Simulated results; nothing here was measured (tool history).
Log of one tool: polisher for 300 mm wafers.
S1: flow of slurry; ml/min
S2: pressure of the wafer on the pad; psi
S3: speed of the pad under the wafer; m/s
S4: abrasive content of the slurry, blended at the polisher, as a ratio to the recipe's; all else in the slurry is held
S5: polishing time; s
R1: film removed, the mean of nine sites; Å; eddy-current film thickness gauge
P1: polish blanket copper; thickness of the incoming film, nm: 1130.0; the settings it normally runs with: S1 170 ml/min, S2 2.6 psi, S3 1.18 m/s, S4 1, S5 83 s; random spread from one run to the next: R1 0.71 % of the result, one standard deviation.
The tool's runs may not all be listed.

run 1 hour=15 | S1=170 S2=2.6 S3=1.18 S4=1 S5=83 | R1=2986.9
run 2 hour=29 | S1=170 S2=2.6 S3=1.18 S4=0.75 S5=83 | R1=2814.8
run 3 hour=38.5 | S1=170 S2=2.6 S3=1.18 S4=1 S5=83 | R1=2989
run 4 hour=49.3 | S1=170 S2=2.6 S3=1.18 S4=1 S5=37 | R1=1331.7
run 5 hour=59 | S1=170 S2=2.6 S3=1.18 S4=1.25 S5=83 | R1=3100.8
-- hour=68.4 head pressure recalibrated
-- hour=68.8 worn pad replaced by a new one
run 6 hour=70.6 | S1=170 S2=2.6 S3=1.18 S4=1 S5=83 | R1=2997
run 7 hour=85.3 | S1=170 S2=3.8 S3=1.18 S4=1 S5=83 | R1=4369.3
run 8 hour=96.8 | S1=110 S2=2.6 S3=1.18 S4=1 S5=83 | R1=2788.9
run 9 hour=105.6 | S1=170 S2=2.6 S3=1.18 S4=1 S5=83 | R1=2978.3
run 10 hour=121.1 | S1=255 S2=2.6 S3=1.18 S4=1 S5=83 | R1=3118.8
run 11 hour=133.4 | S1=170 S2=2.6 S3=1.88 S4=1 S5=83 | R1=4742.6
run 12 hour=148.5 | S1=170 S2=2.6 S3=1.18 S4=1 S5=123 | R1=4422.6
run 13 hour=165.1 | S1=170 S2=1.2 S3=1.18 S4=1 S5=83 | R1=1364.1

Expected results for the next run?
run 14 hour=172.7 | S1=100 S2=2.6 S3=1.18 S4=0.55 S5=83 | R1=?

R1: 2372.5 Å
